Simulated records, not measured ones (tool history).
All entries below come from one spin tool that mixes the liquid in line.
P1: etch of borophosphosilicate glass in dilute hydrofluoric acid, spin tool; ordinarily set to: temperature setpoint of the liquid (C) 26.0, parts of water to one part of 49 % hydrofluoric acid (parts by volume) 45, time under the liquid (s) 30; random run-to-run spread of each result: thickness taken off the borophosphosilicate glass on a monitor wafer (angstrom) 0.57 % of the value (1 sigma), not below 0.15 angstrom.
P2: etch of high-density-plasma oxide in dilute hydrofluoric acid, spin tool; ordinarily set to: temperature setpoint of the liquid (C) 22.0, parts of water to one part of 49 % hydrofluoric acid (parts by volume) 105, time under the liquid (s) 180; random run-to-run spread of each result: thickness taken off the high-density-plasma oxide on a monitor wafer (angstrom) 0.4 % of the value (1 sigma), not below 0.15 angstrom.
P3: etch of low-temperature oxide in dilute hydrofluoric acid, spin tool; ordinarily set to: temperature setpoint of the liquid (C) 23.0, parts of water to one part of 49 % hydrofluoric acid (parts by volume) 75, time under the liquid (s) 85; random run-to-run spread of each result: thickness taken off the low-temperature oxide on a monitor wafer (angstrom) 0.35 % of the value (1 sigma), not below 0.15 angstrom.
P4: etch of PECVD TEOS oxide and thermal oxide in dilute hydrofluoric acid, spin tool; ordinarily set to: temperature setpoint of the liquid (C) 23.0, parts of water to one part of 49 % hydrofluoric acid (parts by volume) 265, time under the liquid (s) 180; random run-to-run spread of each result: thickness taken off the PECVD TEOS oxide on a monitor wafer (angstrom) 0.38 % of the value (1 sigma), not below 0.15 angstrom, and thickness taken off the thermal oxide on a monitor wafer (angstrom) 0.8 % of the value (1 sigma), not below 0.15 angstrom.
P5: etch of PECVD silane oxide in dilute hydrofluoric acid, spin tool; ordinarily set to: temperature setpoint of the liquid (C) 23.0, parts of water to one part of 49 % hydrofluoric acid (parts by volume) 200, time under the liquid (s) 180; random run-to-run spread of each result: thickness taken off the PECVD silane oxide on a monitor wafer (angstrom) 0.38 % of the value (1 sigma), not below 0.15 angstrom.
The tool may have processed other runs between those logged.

run	hour	process that ran	temperature setpoint of the liquid (C)	parts of water to one part of 49 % hydrofluoric acid (parts by volume)	time under the liquid (s)	hours since the thermometer was replaced	hours since the hydrofluoric acid flow meter was replaced	thickness taken off the borophosphosilicate glass on a monitor wafer (angstrom)	thickness taken off the PECVD silane oxide on a monitor wafer (angstrom)	thickness taken off the low-temperature oxide on a monitor wafer (angstrom)	thickness taken off the PECVD TEOS oxide on a monitor wafer (angstrom)	thickness taken off the thermal oxide on a monitor wafer (angstrom)	thickness taken off the high-density-plasma oxide on a monitor wafer (angstrom)
1	12.6	P1	26.0	45	30	1621.9	1591.9	308.57					
2	23.2	P1	21.0	45	30	1632.5	1602.5	253.97					
3	36.4	P5	23.0	200	350	1645.7	1615.7		254.92				
4	49.4	P1	26.0	45	30	1658.7	1628.7	309.83					
5	56.4	P5	23.0	60	180	1665.7	1635.7		513.99				
6	68.9	P3	23.0	75	85	1678.2	1648.2			239.78			
7	76.1	P1	26.0	45	50	1685.4	1655.4	514.13					
8	84.0	P3	18.0	75	85	1693.3	1663.3			195.55			
9	93.6	P3	23.0	75	15	1702.9	1672.9			42.95			
10	105.4	P1	20.5	75	30	1714.7	1684.7	143.32					
11	114.2	P1	26.0	45	30	1723.5	1693.5	312.26					
12	120.8	P4	31.0	265	180	1730.1	1700.1				96.167	34.834	
13	131.4	P5	23.0	200	180	1740.7	1710.7		131.02				
14	139.6	P5	27.0	200	180	1748.9	1718.9		150.95				
# hour 141.5: hydrofluoric acid flow meter replaced
15	147.6	P2	22.0	45	180	1756.9	6.1						318.400
16	154.6	P2	22.0	105	35	1763.9	13.1						24.473
17	166.4	P4	23.0	430	180	1775.7	24.9				38.701	14.199	
18	172.6	P1	34.0	45	30	1781.9	31.1	422.59					
19	185.5	P1	26.0	45	30	1794.8	44.0	309.68					
20	192.3	P5	23.0	200	180	1801.6	50.8		130.81				
21	201.8	P4	23.0	265	95	1811.1	60.3				38.468	14.034	
22	213.3	P1	26.0	45	30	1822.6	71.8	312.55					
23	223.3	P1	26.0	45	30	1832.6	81.8	312.01					
24	230.2	P4	23.0	265	180	1839.5	88.7				72.734	26.273	
25	236.7	P2	25.5	105	180	1846.0	95.2						145.000
26	247.0	P4	23.0	265	180	1856.3	105.5				72.650	26.855	
27	253.9	P1	26.0	20	30	1863.2	112.4	722.75					
28	260.1	P3	23.0	105	85	1869.4	118.6			166.08			
29	265.9	P1	26.0	65	30	1875.2	124.4	207.55					

Run 30, settings as shown, results not yet in. Your forecast:
30	272.9	P1	26.0	45	15	1882.2	131.4	?					

{"run 30": {"thickness taken off the borophosphosilicate glass on a monitor wafer (angstrom)": 155.97}}
